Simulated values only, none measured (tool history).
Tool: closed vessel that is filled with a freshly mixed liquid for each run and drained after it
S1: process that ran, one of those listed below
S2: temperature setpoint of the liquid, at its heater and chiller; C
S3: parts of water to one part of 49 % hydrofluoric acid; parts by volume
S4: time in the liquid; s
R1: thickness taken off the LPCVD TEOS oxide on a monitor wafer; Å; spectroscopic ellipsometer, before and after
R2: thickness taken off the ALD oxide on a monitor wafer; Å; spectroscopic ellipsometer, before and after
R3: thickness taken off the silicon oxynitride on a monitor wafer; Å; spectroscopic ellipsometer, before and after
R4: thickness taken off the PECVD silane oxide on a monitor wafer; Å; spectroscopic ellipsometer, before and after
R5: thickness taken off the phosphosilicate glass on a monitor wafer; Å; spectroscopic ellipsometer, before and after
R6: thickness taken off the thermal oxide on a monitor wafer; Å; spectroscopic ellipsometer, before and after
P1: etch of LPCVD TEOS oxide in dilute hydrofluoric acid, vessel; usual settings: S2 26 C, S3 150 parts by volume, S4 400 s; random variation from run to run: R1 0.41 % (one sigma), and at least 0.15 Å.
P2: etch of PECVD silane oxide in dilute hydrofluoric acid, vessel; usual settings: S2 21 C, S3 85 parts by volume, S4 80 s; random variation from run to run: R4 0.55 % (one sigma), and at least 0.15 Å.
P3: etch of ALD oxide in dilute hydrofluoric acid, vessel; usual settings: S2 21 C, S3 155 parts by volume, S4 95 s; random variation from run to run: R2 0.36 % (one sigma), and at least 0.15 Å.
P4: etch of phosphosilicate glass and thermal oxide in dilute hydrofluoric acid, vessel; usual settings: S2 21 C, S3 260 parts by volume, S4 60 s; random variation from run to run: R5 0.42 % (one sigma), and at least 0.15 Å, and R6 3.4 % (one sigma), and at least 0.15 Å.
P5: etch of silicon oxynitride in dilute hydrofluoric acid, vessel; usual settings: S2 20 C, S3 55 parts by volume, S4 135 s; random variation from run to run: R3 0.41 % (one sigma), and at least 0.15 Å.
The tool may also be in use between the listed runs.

{"run": 1, "hour": 8.0, "S1": "P1", "S2": 26, "S3": 150, "S4": 400, "R1": 557.97}
{"run": 2, "hour": 18.1, "S1": "P3", "S2": 21, "S3": 155, "S4": 140, "R2": 218.43}
{"run": 3, "hour": 28.3, "S1": "P3", "S2": 21, "S3": 245, "S4": 95, "R2": 86.374}
{"run": 4, "hour": 38.3, "S1": "P3", "S2": 21, "S3": 155, "S4": 95, "R2": 149.2}
{"run": 5, "hour": 50.8, "S1": "P5", "S2": 20, "S3": 55, "S4": 245, "R3": 112.87}
{"run": 6, "hour": 65.7, "S1": "P2", "S2": 21, "S3": 130, "S4": 80, "R4": 117.34}
{"run": 7, "hour": 78.4, "S1": "P1", "S2": 29.5, "S3": 150, "S4": 400, "R1": 640.33}
{"run": 8, "hour": 90.8, "S1": "P3", "S2": 21, "S3": 155, "S4": 95, "R2": 149.01}
{"run": 9, "hour": 105.6, "S1": "P5", "S2": 20, "S3": 80, "S4": 135, "R3": 42.129}
{"run": 10, "hour": 121.4, "S1": "P2", "S2": 21, "S3": 85, "S4": 80, "R4": 191.99}
{"run": 11, "hour": 136.0, "S1": "P1", "S2": 26, "S3": 150, "S4": 400, "R1": 560.49}
{"run": 12, "hour": 149.8, "S1": "P1", "S2": 26, "S3": 90, "S4": 400, "R1": 1005}
{"run": 13, "hour": 158.9, "S1": "P2", "S2": 21, "S3": 85, "S4": 140, "R4": 336.39}
{"run": 14, "hour": 171.2, "S1": "P2", "S2": 28, "S3": 85, "S4": 80, "R4": 254.43}
{"hour": 177.7, "done": "hydrofluoric acid flow meter replaced"}
{"run": 15, "hour": 184.9, "S1": "P4", "S2": 25.5, "S3": 260, "S4": 60, "R5": 321.12, "R6": 9.2062}
{"run": 16, "hour": 201.6, "S1": "P2", "S2": 21, "S3": 85, "S4": 80, "R4": 190.23}
{"run": 17, "hour": 211.9, "S1": "P5", "S2": 17, "S3": 55, "S4": 135, "R3": 53.697}
{"run": 18, "hour": 226.9, "S1": "P1", "S2": 26, "S3": 220, "S4": 55, "R1": 48.703}
{"run": 19, "hour": 239.1, "S1": "P4", "S2": 21, "S3": 260, "S4": 60, "R5": 275.41, "R6": 7.7518}
{"run": 20, "hour": 250.8, "S1": "P1", "S2": 26, "S3": 150, "S4": 400, "R1": 561.2}
{"run": 21, "hour": 261.8, "S1": "P4", "S2": 21, "S3": 260, "S4": 30, "R5": 137.35, "R6": 4.2062}
{"run": 22, "hour": 269.9, "S1": "P1", "S2": 26, "S3": 150, "S4": 400, "R1": 561.89}
{"run": 23, "hour": 278.9, "S1": "P1", "S2": 26, "S3": 150, "S4": 400, "R1": 558.48}
{"run": 24, "hour": 291.4, "S1": "P1", "S2": 19, "S3": 65, "S4": 400, "R1": 1077.2}
{"run": 25, "hour": 307.5, "S1": "P1", "S2": 26, "S3": 150, "S4": 400, "R1": 559.42}
{"run": 26, "hour": 316.9, "S1": "P1", "S2": 26, "S3": 245, "S4": 400, "R1": 309.75}
{"run": 27, "hour": 329.1, "S1": "P5", "S2": 20, "S3": 55, "S4": 135, "R3": 62.421}
{"run": 28, "hour": 336.7, "S1": "P1", "S2": 22, "S3": 150, "S4": 400, "R1": 479.29}
{"run": 29, "hour": 350.3, "S1": "P4", "S2": 21, "S3": 390, "S4": 60, "R5": 161.97, "R6": 4.6885}
{"run": 30, "hour": 360.0, "S1": "P3", "S2": 17, "S3": 155, "S4": 95, "R2": 127.25}
{"run": 31, "hour": 375.9, "S1": "P1", "S2": 26, "S3": 150, "S4": 660, "R1": 923.36}
{"run": 32, "hour": 392.0, "S1": "P4", "S2": 21, "S3": 260, "S4": 60, "R5": 274.4, "R6": 7.5001}
{"run": 33, "hour": 403.2, "S1": "P1", "S2": 26, "S3": 150, "S4": 30, "R1": 42.063}
{"run": 34, "hour": 414.2, "S1": "P1", "S2": 26, "S3": 150, "S4": 400, "R1": 560.61}
{"run": 35, "hour": 430.1, "S1": "P1", "S2": 26, "S3": 150, "S4": 400, "R1": 539.91}
{"run": 36, "hour": 446.7, "S1": "P1", "S2": 26, "S3": 150, "S4": 400, "R1": 530.72}
{"run": 37, "hour": 454.1, "S1": "P1", "S2": 26, "S3": 150, "S4": 400, "R1": 530.17}
{"run": 38, "hour": 464.7, "S1": "P1", "S2": 26, "S3": 150, "S4": 400, "R1": 530.42}
{"run": 39, "hour": 477.6, "S1": "P1", "S2": 26, "S3": 150, "S4": 400, "R1": 528.29}
{"run": 40, "hour": 489.8, "S1": "P1", "S2": 26, "S3": 150, "S4": 400, "R1": 529.44}
{"run": 41, "hour": 499.7, "S1": "P1", "S2": 26, "S3": 150, "S4": 400, "R1": 522.63}

What P1 gives has crept away from where it was. These 2 causes fit the log equally well, each at the size given:
A: liquid colder than its thermometer reads (K) = 1.68
B: hydrofluoric acid flow below the setpoint (%) = 5.21
The creep began at about hour 414.2.

4 check runs are offered, one wafer each, their results left as question marks. Which one tells the causes apart?
{"run": "check 1", "hour": 509.6, "S1": "P4", "S2": 21, "S3": 260, "S4": 30, "R5": "?", "R6": "?"}
{"run": "check 2", "hour": 509.6, "S1": "P5", "S2": 17, "S3": 55, "S4": 235, "R3": "?"}
{"run": "check 3", "hour": 509.6, "S1": "P2", "S2": 27, "S3": 85, "S4": 80, "R4": "?"}
{"run": "check 4", "hour": 509.6, "S1": "P3", "S2": 17, "S3": 205, "S4": 95, "R2": "?"}

What each check would give under each cause:
check=check_1 result=R5 if_A=128.44 if_B=127.88
check=check_1 result=R6 if_A=3.6776 if_B=3.6616
check=check_2 result=R3 if_A=85.626 if_B=88.366
check=check_3 result=R4 if_A=227.4 if_B=228.83
check=check_4 result=R2 if_A=85.65 if_B=85.969
How far apart the two closest causes lie, in the result that separates them most: check 1 0.44 %; check 2 3.15 %; check 3 0.63 %; check 4 0.37 %
Check 2 tells the causes apart: in the others they would give nearly the same result.

Then check 2 was run and gave: R3 88.612 Å. Which cause is it?

It is B: hydrofluoric acid flow below the setpoint (%).
